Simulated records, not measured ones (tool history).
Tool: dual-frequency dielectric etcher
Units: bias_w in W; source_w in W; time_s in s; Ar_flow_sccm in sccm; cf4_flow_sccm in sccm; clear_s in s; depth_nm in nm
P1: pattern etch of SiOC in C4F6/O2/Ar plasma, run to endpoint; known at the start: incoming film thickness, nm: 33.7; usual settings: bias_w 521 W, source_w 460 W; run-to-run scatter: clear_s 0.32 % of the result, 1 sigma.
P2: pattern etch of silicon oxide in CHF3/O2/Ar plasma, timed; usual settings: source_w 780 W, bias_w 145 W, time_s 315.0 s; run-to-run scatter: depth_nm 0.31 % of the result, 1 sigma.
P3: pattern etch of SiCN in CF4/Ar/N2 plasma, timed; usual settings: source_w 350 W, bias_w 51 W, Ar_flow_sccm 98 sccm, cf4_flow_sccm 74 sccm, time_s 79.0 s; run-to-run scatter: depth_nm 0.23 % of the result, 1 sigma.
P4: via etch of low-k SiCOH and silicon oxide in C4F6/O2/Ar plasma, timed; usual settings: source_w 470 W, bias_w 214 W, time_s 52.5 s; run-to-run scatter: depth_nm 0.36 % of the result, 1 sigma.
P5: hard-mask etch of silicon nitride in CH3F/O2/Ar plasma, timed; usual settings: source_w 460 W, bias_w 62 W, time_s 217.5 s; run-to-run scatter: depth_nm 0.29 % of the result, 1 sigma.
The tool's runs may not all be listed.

run 1 hour=12.7 | process=P1 bias_w=521 source_w=460 | clear_s=10.4520
run 2 hour=23.5 | process=P1 bias_w=728 source_w=460 | clear_s=9.1711
run 3 hour=37.2 | process=P5 bias_w=62 source_w=640 time_s=217.5 | depth_nm=174.040
run 4 hour=48.5 | process=P1 bias_w=521 source_w=460 | clear_s=10.3890
run 5 hour=56.8 | process=P2 bias_w=145 source_w=780 time_s=315.0 | depth_nm=658.440
run 6 hour=63.9 | process=P5 bias_w=62 source_w=460 time_s=217.5 | depth_nm=154.790
run 7 hour=77.7 | process=P2 bias_w=145 source_w=490 time_s=315.0 | depth_nm=548.650
run 8 hour=92.7 | process=P2 bias_w=145 source_w=780 time_s=180.0 | depth_nm=375.880
run 9 hour=104.5 | process=P3 bias_w=51 source_w=350 time_s=43.5 Ar_flow_sccm=98 cf4_flow_sccm=74 | depth_nm=27.692
run 10 hour=119.0 | process=P4 bias_w=214 source_w=470 time_s=52.5 | depth_nm=153.160
run 11 hour=132.3 | process=P3 bias_w=31 source_w=350 time_s=79.0 Ar_flow_sccm=98 cf4_flow_sccm=74 | depth_nm=43.158
run 12 hour=146.4 | process=P5 bias_w=62 source_w=460 time_s=281.0 | depth_nm=200.280
run 13 hour=155.8 | process=P3 bias_w=51 source_w=350 time_s=79.0 Ar_flow_sccm=98 cf4_flow_sccm=49 | depth_nm=46.987
run 14 hour=170.1 | process=P3 bias_w=51 source_w=350 time_s=79.0 Ar_flow_sccm=73 cf4_flow_sccm=74 | depth_nm=52.552
run 15 hour=182.1 | process=P1 bias_w=521 source_w=580 | clear_s=9.5501
run 16 hour=194.8 | process=P3 bias_w=51 source_w=250 time_s=79.0 Ar_flow_sccm=98 cf4_flow_sccm=74 | depth_nm=37.412
run 17 hour=205.1 | process=P4 bias_w=214 source_w=470 time_s=52.5 | depth_nm=153.130
run 18 hour=221.0 | process=P3 bias_w=51 source_w=350 time_s=79.0 Ar_flow_sccm=98 cf4_flow_sccm=74 | depth_nm=50.376
run 19 hour=233.1 | process=P4 bias_w=214 source_w=310 time_s=52.5 | depth_nm=130.920
run 20 hour=240.6 | process=P5 bias_w=75 source_w=460 time_s=217.5 | depth_nm=164.370
run 21 hour=247.9 | process=P1 bias_w=521 source_w=360 | clear_s=11.4010
run 22 hour=257.7 | process=P4 bias_w=129 source_w=470 time_s=52.5 | depth_nm=131.710
run 23 hour=272.7 | process=P1 bias_w=521 source_w=460 | clear_s=10.4010
run 24 hour=280.0 | process=P1 bias_w=358 source_w=340 | clear_s=13.4290
run 25 hour=288.3 | process=P2 bias_w=108 source_w=780 time_s=315.0 | depth_nm=601.330
run 26 hour=301.6 | process=P1 bias_w=521 source_w=460 | clear_s=10.3870
run 27 hour=315.4 | process=P4 bias_w=214 source_w=470 time_s=64.5 | depth_nm=187.680
run 28 hour=324.1 | process=P1 bias_w=521 source_w=460 | clear_s=10.3940
run 29 hour=337.7 | process=P1 bias_w=407 source_w=460 | clear_s=11.4310
run 30 hour=348.8 | process=P1 bias_w=521 source_w=460 | clear_s=10.4440
run 31 hour=364.1 | process=P1 bias_w=521 source_w=460 | clear_s=10.5020
run 32 hour=377.0 | process=P1 bias_w=521 source_w=460 | clear_s=10.5260
run 33 hour=385.2 | process=P1 bias_w=521 source_w=460 | clear_s=10.5430
run 34 hour=397.9 | process=P1 bias_w=521 source_w=460 | clear_s=10.5550
-- hour=398.1 wet clean of the chamber
run 35 hour=408.0 | process=P1 bias_w=521 source_w=460 | clear_s=10.6040
run 36 hour=418.4 | process=P1 bias_w=521 source_w=460 | clear_s=10.5940
run 37 hour=430.0 | process=P1 bias_w=521 source_w=460 | clear_s=10.6030
run 38 hour=446.1 | process=P1 bias_w=521 source_w=460 | clear_s=10.6880
run 39 hour=453.3 | process=P1 bias_w=521 source_w=460 | clear_s=10.6260
run 40 hour=461.3 | process=P1 bias_w=521 source_w=460 | clear_s=10.6420
run 41 hour=475.0 | process=P1 bias_w=521 source_w=460 | clear_s=10.6150

What P1 gives has crept away from where it was. These 2 causes fit the log equally well, each at the size given:
A: bias power that arrives under what is set, % = 4.25
B: source power that arrives under what is set, % = 4.28
The creep began at about hour 348.8.
Why every other cause is out:
chamber walls in a state that lowers the etch rate, %: serviced at hour 398.1, which brought nothing back

4 check runs are offered, one wafer each, their results left as question marks. Which one tells the causes apart?
run check 1 hour=488.7 | process=P2 bias_w=145 source_w=780 time_s=315.0 | depth_nm=?
run check 2 hour=488.7 | process=P4 bias_w=214 source_w=470 time_s=52.5 | depth_nm=?
run check 3 hour=488.7 | process=P5 bias_w=62 source_w=460 time_s=217.5 | depth_nm=?
run check 4 hour=488.7 | process=P3 bias_w=51 source_w=350 time_s=79.0 Ar_flow_sccm=98 cf4_flow_sccm=74 | depth_nm=?

What each check would give under each cause:
check=check_1 result=depth_nm if_A=649.420 if_B=647.180
check=check_2 result=depth_nm if_A=151.740 if_B=151.300
check=check_3 result=depth_nm if_A=151.920 if_B=151.510
check=check_4 result=depth_nm if_A=49.568 if_B=48.355
How far apart the two closest causes lie, in the result that separates them most: check 1 0.35 %; check 2 0.29 %; check 3 0.27 %; check 4 2.48 %
Check 4 tells the causes apart: in the others they would give nearly the same result.

Then check 4 was run and gave: depth_nm 49.571 nm. Which cause is it?

It is A: bias power that arrives under what is set, %.
